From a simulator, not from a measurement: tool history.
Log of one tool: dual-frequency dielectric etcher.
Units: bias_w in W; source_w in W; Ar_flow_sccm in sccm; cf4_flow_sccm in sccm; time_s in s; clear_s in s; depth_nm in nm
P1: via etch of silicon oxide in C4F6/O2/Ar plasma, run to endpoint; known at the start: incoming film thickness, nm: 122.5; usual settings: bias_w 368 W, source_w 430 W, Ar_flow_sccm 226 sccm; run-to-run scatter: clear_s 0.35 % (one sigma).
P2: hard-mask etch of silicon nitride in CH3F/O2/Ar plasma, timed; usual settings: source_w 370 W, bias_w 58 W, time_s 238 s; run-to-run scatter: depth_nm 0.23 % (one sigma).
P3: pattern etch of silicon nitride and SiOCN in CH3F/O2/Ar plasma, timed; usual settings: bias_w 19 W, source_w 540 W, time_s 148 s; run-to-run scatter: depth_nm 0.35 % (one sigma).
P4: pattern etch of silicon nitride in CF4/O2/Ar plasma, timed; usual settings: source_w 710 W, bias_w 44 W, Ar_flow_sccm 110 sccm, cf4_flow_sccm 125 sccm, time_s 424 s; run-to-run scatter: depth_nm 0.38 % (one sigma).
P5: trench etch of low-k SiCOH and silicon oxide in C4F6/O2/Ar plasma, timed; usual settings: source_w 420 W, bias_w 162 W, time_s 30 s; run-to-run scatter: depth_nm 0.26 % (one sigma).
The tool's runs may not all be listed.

run	hour	process	bias_w	source_w	Ar_flow_sccm	cf4_flow_sccm	time_s	clear_s	depth_nm
1	16.3	P1	368	430	226			28.475	
2	33	P4	44	710	110	125	578.5		1423.3
3	49	P1	368	430	226			28.566	
4	57.8	P5	162	420			16.5		50.623
# hour 72: wet clean of the chamber
5	74.5	P1	489	430	226			25.872	
6	84.2	P1	253	430	226			32.548	
7	92.9	P5	162	420			30		92.298
8	102.7	P3	19	540			86		12.029
9	118.8	P1	368	430	226			28.591	
10	127.1	P3	19	640			148		21.912
11	136.1	P2	58	370			167.5		105.91
12	146.2	P4	56	710	110	125	424		1131.1
13	160.1	P3	19	540			148		20.695
14	178.1	P4	44	710	110	175	424		1084.7
15	189	P4	44	710	110	125	424		1046.5
16	201.7	P2	58	370			238		150.63
17	216.4	P1	368	260	226			34.434	
18	224.8	P4	44	710	110	125	424		1055.3
19	241.5	P1	368	430	164			27.727	
20	257.5	P2	58	440			238		160.53
21	273.6	P4	44	710	151	125	424		999.3
22	281.9	P3	13	540			148		17.801
23	299.9	P5	228	420			30		102.62
24	317.4	P4	44	940	110	125	424		1337.6
25	325.6	P2	39	370			238		132.77
26	338.5	P5	162	330			30		83.355
27	351	P1	229	430	273			34.271	
28	365.6	P1	368	570	226			25.766	
29	383.9	P5	162	420			30		92.062
30	401.7	P1	368	430	226			28.503	
31	414.7	P1	368	430	271			28.931	
32	431.8	P1	368	430	226			28.575	
33	440	P1	368	430	226			28.732	
34	453.2	P1	368	430	226			28.771	
35	461.2	P1	368	430	226			29.014	
# hour 465: wet clean of the chamber
36	477.4	P1	368	430	226			29.226	
37	493.6	P1	368	430	226			29.099	
38	508.5	P1	368	430	226			28.829	
39	523.3	P1	368	430	226			29.279	

What P1 gives has crept away from where it was. These 2 causes fit the log equally well, each at the size given:
A: bias power that arrives under what is set, % = 4.81
B: source power that arrives under what is set, % = 4.55
The creep began at about hour 431.8.
Why every other cause is out:
chamber walls in a state that lowers the etch rate, %: serviced at hour 465, which brought nothing back
Ar flow that arrives over what is set, %: at most 8, which would move clear_s by +0.9 %: too little, or the wrong way

4 check runs are offered, each on 2 wafers whose results are averaged, their results left as question marks. Which one tells the causes apart?
check 1	538.1	P4	44	860	110	174	424		?
check 2	538.1	P3	16	540			94.5		?
check 3	538.1	P2	41	370			238		?
check 4	538.1	P5	219	420			18		?

What each check would give under each cause:
check	result	if A	if B
check 1	depth_nm	1268.4	1236.9
check 2	depth_nm	12.049	12.083
check 3	depth_nm	133.1	132.61
check 4	depth_nm	59.853	59.742
How far apart the two closest causes lie, in the result that separates them most: check 1 2.52 %; check 2 0.28 %; check 3 0.37 %; check 4 0.19 %
Only check 1 tells the causes apart: in the others they would give nearly the same result.

Then check 1 was run and gave: depth_nm 1235.6 nm. Which cause is it?

It is B: source power that arrives under what is set, %.
